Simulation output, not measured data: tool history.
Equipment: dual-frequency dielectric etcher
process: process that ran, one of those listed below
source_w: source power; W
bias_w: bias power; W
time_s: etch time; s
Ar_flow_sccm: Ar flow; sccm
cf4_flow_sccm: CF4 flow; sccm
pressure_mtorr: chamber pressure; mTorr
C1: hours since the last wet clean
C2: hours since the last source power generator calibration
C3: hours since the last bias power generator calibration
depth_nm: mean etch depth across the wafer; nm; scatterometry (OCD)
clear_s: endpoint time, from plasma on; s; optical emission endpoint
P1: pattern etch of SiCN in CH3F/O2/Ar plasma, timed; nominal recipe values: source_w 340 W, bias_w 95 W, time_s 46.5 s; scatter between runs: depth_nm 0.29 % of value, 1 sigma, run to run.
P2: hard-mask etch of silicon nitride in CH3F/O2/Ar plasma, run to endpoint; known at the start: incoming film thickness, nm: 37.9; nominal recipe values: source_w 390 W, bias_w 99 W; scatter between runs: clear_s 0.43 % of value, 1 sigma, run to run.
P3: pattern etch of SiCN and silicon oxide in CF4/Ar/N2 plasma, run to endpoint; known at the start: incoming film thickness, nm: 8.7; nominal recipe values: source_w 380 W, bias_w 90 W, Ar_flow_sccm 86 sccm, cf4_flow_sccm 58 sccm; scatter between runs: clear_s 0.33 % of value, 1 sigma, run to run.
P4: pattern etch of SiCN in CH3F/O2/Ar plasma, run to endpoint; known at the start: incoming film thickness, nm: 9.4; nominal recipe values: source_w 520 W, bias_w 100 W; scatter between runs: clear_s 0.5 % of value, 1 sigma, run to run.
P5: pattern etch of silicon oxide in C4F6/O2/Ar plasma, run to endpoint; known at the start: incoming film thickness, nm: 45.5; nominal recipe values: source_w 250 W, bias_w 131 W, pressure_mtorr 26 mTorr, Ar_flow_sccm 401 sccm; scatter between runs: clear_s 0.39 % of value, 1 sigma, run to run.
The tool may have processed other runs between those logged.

{"run": 1, "hour": 13.5, "process": "P1", "source_w": 340, "bias_w": 95, "time_s": 46.5, "C1": 142.9, "C2": 513.8, "C3": 1313.6, "depth_nm": 18.132}
{"run": 2, "hour": 23.0, "process": "P1", "source_w": 430, "bias_w": 95, "time_s": 37.0, "C1": 152.4, "C2": 523.3, "C3": 1323.1, "depth_nm": 15.811}
{"run": 3, "hour": 38.5, "process": "P4", "source_w": 520, "bias_w": 67, "C1": 167.9, "C2": 538.8, "C3": 1338.6, "clear_s": 23.206}
{"run": 4, "hour": 54.8, "process": "P3", "source_w": 380, "bias_w": 90, "Ar_flow_sccm": 86, "cf4_flow_sccm": 58, "C1": 184.2, "C2": 555.1, "C3": 1354.9, "clear_s": 11.191}
{"run": 5, "hour": 63.4, "process": "P1", "source_w": 220, "bias_w": 75, "time_s": 46.5, "C1": 192.8, "C2": 563.7, "C3": 1363.5, "depth_nm": 14.198}
{"run": 6, "hour": 76.0, "process": "P1", "source_w": 470, "bias_w": 95, "time_s": 46.5, "C1": 205.4, "C2": 576.3, "C3": 1376.1, "depth_nm": 20.453}
{"run": 7, "hour": 84.0, "process": "P1", "source_w": 340, "bias_w": 76, "time_s": 46.5, "C1": 213.4, "C2": 584.3, "C3": 1384.1, "depth_nm": 16.672}
{"hour": 87.6, "done": "wet clean of the chamber"}
{"run": 8, "hour": 95.7, "process": "P2", "source_w": 310, "bias_w": 99, "C1": 8.1, "C2": 596.0, "C3": 1395.8, "clear_s": 54.733}
{"run": 9, "hour": 105.0, "process": "P1", "source_w": 340, "bias_w": 95, "time_s": 46.5, "C1": 17.4, "C2": 605.3, "C3": 1405.1, "depth_nm": 18.131}
{"run": 10, "hour": 115.2, "process": "P4", "source_w": 520, "bias_w": 100, "C1": 27.6, "C2": 615.5, "C3": 1415.3, "clear_s": 20.071}
{"run": 11, "hour": 123.7, "process": "P1", "source_w": 340, "bias_w": 95, "time_s": 34.0, "C1": 36.1, "C2": 624.0, "C3": 1423.8, "depth_nm": 13.334}
{"run": 12, "hour": 134.9, "process": "P1", "source_w": 260, "bias_w": 95, "time_s": 46.5, "C1": 47.3, "C2": 635.2, "C3": 1435.0, "depth_nm": 16.527}
{"run": 13, "hour": 150.2, "process": "P4", "source_w": 670, "bias_w": 100, "C1": 62.6, "C2": 650.5, "C3": 1450.3, "clear_s": 18.492}
{"run": 14, "hour": 159.5, "process": "P5", "source_w": 190, "bias_w": 131, "Ar_flow_sccm": 401, "pressure_mtorr": 26, "C1": 71.9, "C2": 659.8, "C3": 1459.6, "clear_s": 21.358}
{"hour": 161.0, "done": "bias power generator calibrated"}
{"run": 15, "hour": 174.9, "process": "P5", "source_w": 250, "bias_w": 91, "Ar_flow_sccm": 401, "pressure_mtorr": 26, "C1": 87.3, "C2": 675.2, "C3": 13.9, "clear_s": 21.39}
{"run": 16, "hour": 185.0, "process": "P2", "source_w": 390, "bias_w": 126, "C1": 97.4, "C2": 685.3, "C3": 24.0, "clear_s": 45.683}
{"run": 17, "hour": 195.1, "process": "P5", "source_w": 250, "bias_w": 131, "Ar_flow_sccm": 401, "pressure_mtorr": 32, "C1": 107.5, "C2": 695.4, "C3": 34.1, "clear_s": 19.854}
{"run": 18, "hour": 208.1, "process": "P1", "source_w": 340, "bias_w": 95, "time_s": 57.5, "C1": 120.5, "C2": 708.4, "C3": 47.1, "depth_nm": 22.552}
{"run": 19, "hour": 222.0, "process": "P3", "source_w": 380, "bias_w": 90, "Ar_flow_sccm": 106, "cf4_flow_sccm": 58, "C1": 134.4, "C2": 722.3, "C3": 61.0, "clear_s": 11.441}
{"run": 20, "hour": 231.3, "process": "P1", "source_w": 340, "bias_w": 116, "time_s": 46.5, "C1": 143.7, "C2": 731.6, "C3": 70.3, "depth_nm": 19.585}
{"run": 21, "hour": 239.8, "process": "P4", "source_w": 520, "bias_w": 100, "C1": 152.2, "C2": 740.1, "C3": 78.8, "clear_s": 20.201}
{"run": 22, "hour": 251.9, "process": "P2", "source_w": 390, "bias_w": 99, "C1": 164.3, "C2": 752.2, "C3": 90.9, "clear_s": 50.297}
{"run": 23, "hour": 262.0, "process": "P3", "source_w": 380, "bias_w": 114, "Ar_flow_sccm": 86, "cf4_flow_sccm": 58, "C1": 174.4, "C2": 762.3, "C3": 101.0, "clear_s": 10.235}
{"run": 24, "hour": 276.3, "process": "P3", "source_w": 380, "bias_w": 90, "Ar_flow_sccm": 86, "cf4_flow_sccm": 39, "C1": 188.7, "C2": 776.6, "C3": 115.3, "clear_s": 11.795}
{"run": 25, "hour": 284.7, "process": "P1", "source_w": 340, "bias_w": 95, "time_s": 46.5, "C1": 197.1, "C2": 785.0, "C3": 123.7, "depth_nm": 18.223}
{"run": 26, "hour": 299.5, "process": "P1", "source_w": 340, "bias_w": 95, "time_s": 46.5, "C1": 211.9, "C2": 799.8, "C3": 138.5, "depth_nm": 18.22}
{"run": 27, "hour": 315.4, "process": "P5", "source_w": 250, "bias_w": 131, "Ar_flow_sccm": 401, "pressure_mtorr": 26, "C1": 227.8, "C2": 815.7, "C3": 154.4, "clear_s": 19.251}
{"run": 28, "hour": 325.0, "process": "P3", "source_w": 250, "bias_w": 90, "Ar_flow_sccm": 86, "cf4_flow_sccm": 58, "C1": 237.4, "C2": 825.3, "C3": 164.0, "clear_s": 16.066}
{"run": 29, "hour": 332.9, "process": "P5", "source_w": 250, "bias_w": 131, "Ar_flow_sccm": 274, "pressure_mtorr": 26, "C1": 245.3, "C2": 833.2, "C3": 171.9, "clear_s": 18.405}
{"run": 30, "hour": 342.5, "process": "P1", "source_w": 340, "bias_w": 95, "time_s": 46.5, "C1": 254.9, "C2": 842.8, "C3": 181.5, "depth_nm": 18.267}
{"run": 31, "hour": 354.5, "process": "P1", "source_w": 340, "bias_w": 95, "time_s": 46.5, "C1": 266.9, "C2": 854.8, "C3": 193.5, "depth_nm": 18.052}
{"run": 32, "hour": 368.0, "process": "P1", "source_w": 340, "bias_w": 95, "time_s": 46.5, "C1": 280.4, "C2": 868.3, "C3": 207.0, "depth_nm": 18.114}
{"run": 33, "hour": 384.6, "process": "P1", "source_w": 340, "bias_w": 95, "time_s": 46.5, "C1": 297.0, "C2": 884.9, "C3": 223.6, "depth_nm": 18.06}
{"run": 34, "hour": 396.1, "process": "P1", "source_w": 340, "bias_w": 95, "time_s": 46.5, "C1": 308.5, "C2": 896.4, "C3": 235.1, "depth_nm": 18.133}
{"run": 35, "hour": 406.9, "process": "P1", "source_w": 340, "bias_w": 95, "time_s": 46.5, "C1": 319.3, "C2": 907.2, "C3": 245.9, "depth_nm": 18.006}
{"run": 36, "hour": 415.5, "process": "P1", "source_w": 340, "bias_w": 95, "time_s": 46.5, "C1": 327.9, "C2": 915.8, "C3": 254.5, "depth_nm": 18.007}
{"hour": 426.3, "done": "wet clean of the chamber"}
{"run": 37, "hour": 430.7, "process": "P1", "source_w": 340, "bias_w": 95, "time_s": 46.5, "C1": 4.4, "C2": 931.0, "C3": 269.7, "depth_nm": 17.973}
{"run": 38, "hour": 448.2, "process": "P1", "source_w": 340, "bias_w": 95, "time_s": 46.5, "C1": 21.9, "C2": 948.5, "C3": 287.2, "depth_nm": 17.931}
{"run": 39, "hour": 457.7, "process": "P1", "source_w": 340, "bias_w": 95, "time_s": 46.5, "C1": 31.4, "C2": 958.0, "C3": 296.7, "depth_nm": 17.942}
{"run": 40, "hour": 470.9, "process": "P1", "source_w": 340, "bias_w": 95, "time_s": 46.5, "C1": 44.6, "C2": 971.2, "C3": 309.9, "depth_nm": 17.964}
{"run": 41, "hour": 488.3, "process": "P1", "source_w": 340, "bias_w": 95, "time_s": 46.5, "C1": 62.0, "C2": 988.6, "C3": 327.3, "depth_nm": 17.993}

Something has made what P1 gives creep away from where it was; the 2 causes below, each at its own stated size, fit the log equally well:
A: bias power that arrives under what is set, % = 3.79
B: source power that arrives under what is set, % = 3.87
The creep began at about hour 342.5.
Why every other cause is out:
chamber walls in a state that lowers the etch rate, %: serviced after onset, at hour 426.3, with no recovery of the prior output

Of the 4 check runs below, each run on 2 wafers with the results averaged and each result still a question mark, which one would tell the listed causes apart?
{"run": "check 1", "hour": 505.7, "process": "P5", "source_w": 250, "bias_w": 131, "Ar_flow_sccm": 401, "pressure_mtorr": 26, "clear_s": "?"}
{"run": "check 2", "hour": 505.7, "process": "P2", "source_w": 390, "bias_w": 99, "clear_s": "?"}
{"run": "check 3", "hour": 505.7, "process": "P4", "source_w": 520, "bias_w": 100, "clear_s": "?"}
{"run": "check 4", "hour": 505.7, "process": "P3", "source_w": 380, "bias_w": 90, "Ar_flow_sccm": 86, "cf4_flow_sccm": 58, "clear_s": "?"}

What each check would give under each cause:
check=check_1 result=clear_s if_A=19.488 if_B=19.562
check=check_2 result=clear_s if_A=50.931 if_B=50.960
check=check_3 result=clear_s if_A=20.387 if_B=20.394
check=check_4 result=clear_s if_A=11.294 if_B=11.531
Separation of the two closest causes in each check, using whichever result separates them best: check 1 0.38 %; check 2 0.06 %; check 3 0.03 %; check 4 2.07 %
Check 4 tells the causes apart: in the others they would give nearly the same result.

Running check 4 produced the following: clear_s 11.271 s. Which one of the listed causes fits?

A is the cause: bias power that arrives under what is set, %.
